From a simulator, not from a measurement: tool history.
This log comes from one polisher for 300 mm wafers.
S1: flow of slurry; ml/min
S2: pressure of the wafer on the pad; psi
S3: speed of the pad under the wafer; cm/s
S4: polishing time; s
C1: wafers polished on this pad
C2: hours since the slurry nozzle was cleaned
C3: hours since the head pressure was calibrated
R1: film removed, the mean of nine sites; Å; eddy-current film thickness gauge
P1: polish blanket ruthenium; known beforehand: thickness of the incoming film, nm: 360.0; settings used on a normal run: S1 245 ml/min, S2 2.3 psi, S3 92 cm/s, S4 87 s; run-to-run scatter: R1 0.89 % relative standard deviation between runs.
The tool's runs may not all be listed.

{"run": 1, "day": 0.383, "S1": 245, "S2": 2.3, "S3": 92, "S4": 87, "C1": 906, "C2": 201.2, "C3": 521.9, "R1": 878.41}
{"run": 2, "day": 0.9, "S1": 385, "S2": 2.3, "S3": 92, "S4": 87, "C1": 1002, "C2": 213.6, "C3": 534.3, "R1": 917.01}
{"run": 3, "day": 1.375, "S1": 245, "S2": 2.3, "S3": 92, "S4": 87, "C1": 1089, "C2": 225, "C3": 545.7, "R1": 868.84}
{"run": 4, "day": 1.708, "S1": 245, "S2": 2.3, "S3": 92, "S4": 87, "C1": 1151, "C2": 233, "C3": 553.7, "R1": 888.15}
{"run": 5, "day": 2.179, "S1": 245, "S2": 2.3, "S3": 92, "S4": 125, "C1": 1238, "C2": 244.3, "C3": 565, "R1": 1251.5}
{"run": 6, "day": 2.7, "S1": 245, "S2": 2.3, "S3": 92, "S4": 87, "C1": 1334, "C2": 256.8, "C3": 577.5, "R1": 882.19}
{"run": 7, "day": 3.208, "S1": 245, "S2": 2.3, "S3": 92, "S4": 87, "C1": 1428, "C2": 269, "C3": 589.7, "R1": 867.11}
{"run": 8, "day": 3.575, "S1": 145, "S2": 2.3, "S3": 92, "S4": 87, "C1": 1496, "C2": 277.8, "C3": 598.5, "R1": 823.32}
{"run": 9, "day": 3.858, "S1": 245, "S2": 1, "S3": 92, "S4": 87, "C1": 1548, "C2": 284.6, "C3": 605.3, "R1": 376.82}
{"run": 10, "day": 4.333, "S1": 245, "S2": 2.3, "S3": 92, "S4": 62, "C1": 1636, "C2": 296, "C3": 616.7, "R1": 619.84}
{"day": 4.646, "done": "worn pad replaced by a new one"}
{"run": 11, "day": 4.962, "S1": 245, "S2": 2.3, "S3": 42, "S4": 87, "C1": 58, "C2": 311.1, "C3": 631.8, "R1": 400.99}
{"run": 12, "day": 5.612, "S1": 245, "S2": 2.3, "S3": 92, "S4": 87, "C1": 179, "C2": 326.7, "C3": 647.4, "R1": 880.24}
{"run": 13, "day": 5.95, "S1": 245, "S2": 2.3, "S3": 140, "S4": 87, "C1": 241, "C2": 334.8, "C3": 655.5, "R1": 1315.4}
{"run": 14, "day": 6.471, "S1": 245, "S2": 3.6, "S3": 92, "S4": 87, "C1": 337, "C2": 347.3, "C3": 668, "R1": 1360.3}
{"run": 15, "day": 6.812, "S1": 245, "S2": 2.9, "S3": 114, "S4": 87, "C1": 400, "C2": 355.5, "C3": 676.2, "R1": 1348.5}
{"run": 16, "day": 7.217, "S1": 245, "S2": 2.3, "S3": 92, "S4": 87, "C1": 475, "C2": 365.2, "C3": 685.9, "R1": 870.42}
{"run": 17, "day": 7.725, "S1": 245, "S2": 2.3, "S3": 92, "S4": 87, "C1": 569, "C2": 377.4, "C3": 698.1, "R1": 875.66}
{"run": 18, "day": 8.367, "S1": 245, "S2": 2.3, "S3": 92, "S4": 87, "C1": 687, "C2": 392.8, "C3": 713.5, "R1": 868.73}
{"run": 19, "day": 8.946, "S1": 245, "S2": 2.3, "S3": 92, "S4": 87, "C1": 794, "C2": 406.7, "C3": 727.4, "R1": 850.54}
{"run": 20, "day": 9.25, "S1": 245, "S2": 2.3, "S3": 92, "S4": 87, "C1": 851, "C2": 414, "C3": 734.7, "R1": 851.21}
{"run": 21, "day": 9.842, "S1": 245, "S2": 2.3, "S3": 92, "S4": 87, "C1": 960, "C2": 428.2, "C3": 748.9, "R1": 849.93}
{"day": 10.15, "done": "worn pad replaced by a new one"}
{"run": 22, "day": 10.179, "S1": 245, "S2": 2.3, "S3": 92, "S4": 87, "C1": 6, "C2": 436.3, "C3": 757, "R1": 829.13}
{"run": 23, "day": 10.812, "S1": 245, "S2": 2.3, "S3": 92, "S4": 87, "C1": 123, "C2": 451.5, "C3": 772.2, "R1": 833.52}
{"run": 24, "day": 11.408, "S1": 245, "S2": 2.3, "S3": 92, "S4": 87, "C1": 233, "C2": 465.8, "C3": 786.5, "R1": 835.21}

What will run 25 give?
{"run": 25, "day": 12.054, "S1": 245, "S2": 2.3, "S3": 92, "S4": 87, "C1": 352, "C2": 481.3, "C3": 802, "R1": "?"}

Run 25 gave R1 825.84 Å.
